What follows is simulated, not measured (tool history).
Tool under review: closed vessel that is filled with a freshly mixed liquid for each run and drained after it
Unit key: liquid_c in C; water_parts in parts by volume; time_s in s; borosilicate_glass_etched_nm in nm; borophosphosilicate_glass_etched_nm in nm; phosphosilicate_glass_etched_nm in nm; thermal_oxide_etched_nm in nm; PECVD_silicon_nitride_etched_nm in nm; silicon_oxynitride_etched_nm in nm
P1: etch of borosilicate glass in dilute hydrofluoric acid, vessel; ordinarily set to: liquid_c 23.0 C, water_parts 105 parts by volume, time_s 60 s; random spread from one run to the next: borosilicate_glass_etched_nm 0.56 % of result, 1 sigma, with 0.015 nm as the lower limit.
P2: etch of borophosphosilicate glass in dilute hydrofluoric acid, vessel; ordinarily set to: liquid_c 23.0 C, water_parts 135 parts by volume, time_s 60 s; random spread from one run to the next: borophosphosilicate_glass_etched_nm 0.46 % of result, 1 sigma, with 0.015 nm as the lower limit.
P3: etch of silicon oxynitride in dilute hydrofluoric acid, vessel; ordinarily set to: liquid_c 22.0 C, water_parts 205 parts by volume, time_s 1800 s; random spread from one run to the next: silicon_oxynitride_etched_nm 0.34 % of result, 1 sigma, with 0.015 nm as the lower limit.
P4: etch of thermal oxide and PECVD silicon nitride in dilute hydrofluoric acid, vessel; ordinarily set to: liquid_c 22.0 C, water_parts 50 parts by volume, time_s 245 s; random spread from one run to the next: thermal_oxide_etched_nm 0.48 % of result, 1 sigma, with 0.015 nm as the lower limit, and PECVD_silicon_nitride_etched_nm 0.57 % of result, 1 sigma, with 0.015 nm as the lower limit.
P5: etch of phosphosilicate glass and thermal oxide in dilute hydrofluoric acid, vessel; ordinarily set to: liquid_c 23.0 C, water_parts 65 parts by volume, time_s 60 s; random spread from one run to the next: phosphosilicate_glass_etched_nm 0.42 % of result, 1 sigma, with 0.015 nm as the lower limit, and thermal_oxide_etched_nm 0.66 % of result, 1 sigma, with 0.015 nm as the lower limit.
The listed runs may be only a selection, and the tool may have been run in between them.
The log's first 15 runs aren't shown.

| run | hour | process | liquid_c | water_parts | time_s | hours since the thermometer was replaced | hours since the hydrofluoric acid flow meter was replaced | borosilicate_glass_etched_nm | borophosphosilicate_glass_etched_nm | phosphosilicate_glass_etched_nm | thermal_oxide_etched_nm | PECVD_silicon_nitride_etched_nm | silicon_oxynitride_etched_nm |
|---|---|---|---|---|---|---|---|---|---|---|---|---|---|
| 16 | 124.0 | P3 | 22.0 | 205 | 1800 | 1595.0 | 481.4 |  |  |  |  |  | 15.147 |
| 17 | 134.1 | P4 | 25.5 | 50 | 245 | 1605.1 | 491.5 |  |  |  | 25.8400 | 17.9450 |  |
| 18 | 142.6 | P2 | 23.0 | 135 | 30 | 1613.6 | 500.0 |  | 11.480 |  |  |  |  |
| 19 | 150.8 | P2 | 29.5 | 135 | 60 | 1621.8 | 508.2 |  | 29.695 |  |  |  |  |
| 20 | 158.4 | P1 | 23.0 | 105 | 90 | 1629.4 | 515.8 | 39.6730 |  |  |  |  |  |
| 21 | 165.3 | P4 | 22.0 | 50 | 245 | 1636.3 | 522.7 |  |  |  | 22.2910 | 14.2990 |  |
| 22 | 172.0 | P4 | 22.0 | 50 | 35 | 1643.0 | 529.4 |  |  |  | 3.1906 | 2.0208 |  |
| 23 | 181.0 | P1 | 23.0 | 50 | 60 | 1652.0 | 538.4 | 59.4440 |  |  |  |  |  |
| 24 | 188.2 | P3 | 22.0 | 205 | 2675 | 1659.2 | 545.6 |  |  |  |  |  | 22.593 |
| 25 | 194.3 | P3 | 28.5 | 205 | 1800 | 1665.3 | 551.7 |  |  |  |  |  | 20.196 |
| 26 | 204.2 | P5 | 30.0 | 65 | 60 | 1675.2 | 561.6 |  |  | 113.960 | 5.7234 |  |  |
| 27 | 213.5 | P2 | 23.0 | 25 | 60 | 1684.5 | 570.9 |  | 143.070 |  |  |  |  |

Forecast run 28:
| 28 | 221.8 | P3 | 22.0 | 85 | 1800 | 1692.8 | 579.2 |  |  |  |  |  | ? |

silicon_oxynitride_etched_nm: 39.899 nm
